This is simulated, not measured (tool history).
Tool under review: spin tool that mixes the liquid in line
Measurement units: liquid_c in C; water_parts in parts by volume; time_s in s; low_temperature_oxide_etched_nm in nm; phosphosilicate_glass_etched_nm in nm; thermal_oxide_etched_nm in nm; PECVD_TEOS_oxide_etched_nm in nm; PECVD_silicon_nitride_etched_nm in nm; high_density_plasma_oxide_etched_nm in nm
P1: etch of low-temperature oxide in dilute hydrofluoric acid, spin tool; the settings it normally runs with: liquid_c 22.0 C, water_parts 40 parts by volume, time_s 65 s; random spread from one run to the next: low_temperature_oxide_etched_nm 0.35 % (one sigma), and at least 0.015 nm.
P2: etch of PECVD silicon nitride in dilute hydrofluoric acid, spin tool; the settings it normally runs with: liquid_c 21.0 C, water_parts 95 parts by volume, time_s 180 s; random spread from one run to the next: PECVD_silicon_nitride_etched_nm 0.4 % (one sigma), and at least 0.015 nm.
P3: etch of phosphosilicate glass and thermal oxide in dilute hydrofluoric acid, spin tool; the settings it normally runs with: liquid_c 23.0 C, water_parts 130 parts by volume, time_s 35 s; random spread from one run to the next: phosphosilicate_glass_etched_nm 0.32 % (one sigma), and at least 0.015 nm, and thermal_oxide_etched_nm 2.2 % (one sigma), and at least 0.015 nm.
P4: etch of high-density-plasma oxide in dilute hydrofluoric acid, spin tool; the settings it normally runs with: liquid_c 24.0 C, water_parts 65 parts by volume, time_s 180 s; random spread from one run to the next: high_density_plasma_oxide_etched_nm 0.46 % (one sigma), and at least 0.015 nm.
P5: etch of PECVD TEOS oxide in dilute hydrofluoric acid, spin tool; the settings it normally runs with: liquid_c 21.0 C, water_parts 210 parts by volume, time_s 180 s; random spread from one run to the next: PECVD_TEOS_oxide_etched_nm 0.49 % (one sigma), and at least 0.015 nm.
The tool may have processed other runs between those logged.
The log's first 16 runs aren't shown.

| run | hour | process | liquid_c | water_parts | time_s | low_temperature_oxide_etched_nm | phosphosilicate_glass_etched_nm | thermal_oxide_etched_nm | PECVD_TEOS_oxide_etched_nm | PECVD_silicon_nitride_etched_nm | high_density_plasma_oxide_etched_nm |
|---|---|---|---|---|---|---|---|---|---|---|---|
| 17 | 198.5 | P4 | 24.0 | 25 | 180 |  |  |  |  |  | 50.941 |
| 18 | 213.3 | P3 | 17.0 | 130 | 35 |  | 28.987 | 0.86178 |  |  |  |
|  | 222.6 | hydrofluoric acid flow meter replaced |
| 19 | 228.3 | P1 | 22.0 | 40 | 65 | 20.6740 |  |  |  |  |  |
| 20 | 243.5 | P5 | 21.0 | 210 | 180 |  |  |  | 13.169 |  |  |
| 21 | 256.3 | P1 | 22.0 | 40 | 65 | 20.6430 |  |  |  |  |  |
| 22 | 264.1 | P1 | 26.5 | 40 | 125 | 47.9060 |  |  |  |  |  |
| 23 | 273.2 | P5 | 21.0 | 210 | 180 |  |  |  | 13.336 |  |  |
| 24 | 289.3 | P1 | 22.0 | 70 | 65 | 11.4740 |  |  |  |  |  |
| 25 | 301.7 | P3 | 23.0 | 130 | 35 |  | 37.084 | 1.12920 |  |  |  |
|  | 316.4 | thermometer replaced |
| 26 | 316.7 | P1 | 22.0 | 40 | 110 | 35.3610 |  |  |  |  |  |
| 27 | 327.0 | P2 | 21.0 | 150 | 180 |  |  |  |  | 4.3311 |  |
| 28 | 335.2 | P2 | 21.0 | 95 | 180 |  |  |  |  | 6.7806 |  |
| 29 | 347.4 | P5 | 21.0 | 50 | 180 |  |  |  | 66.098 |  |  |
| 30 | 361.0 | P1 | 22.0 | 40 | 65 | 20.7390 |  |  |  |  |  |
| 31 | 368.7 | P1 | 22.0 | 40 | 65 | 20.0890 |  |  |  |  |  |
| 32 | 382.1 | P1 | 22.0 | 40 | 65 | 19.5190 |  |  |  |  |  |
| 33 | 393.3 | P1 | 22.0 | 40 | 65 | 19.2320 |  |  |  |  |  |
| 34 | 400.7 | P1 | 22.0 | 40 | 65 | 19.0640 |  |  |  |  |  |

Predict the results of run 35:
| 35 | 415.6 | P1 | 22.0 | 40 | 65 | ? |  |  |  |  |  |

{"run 35": {"low_temperature_oxide_etched_nm": 18.815}}
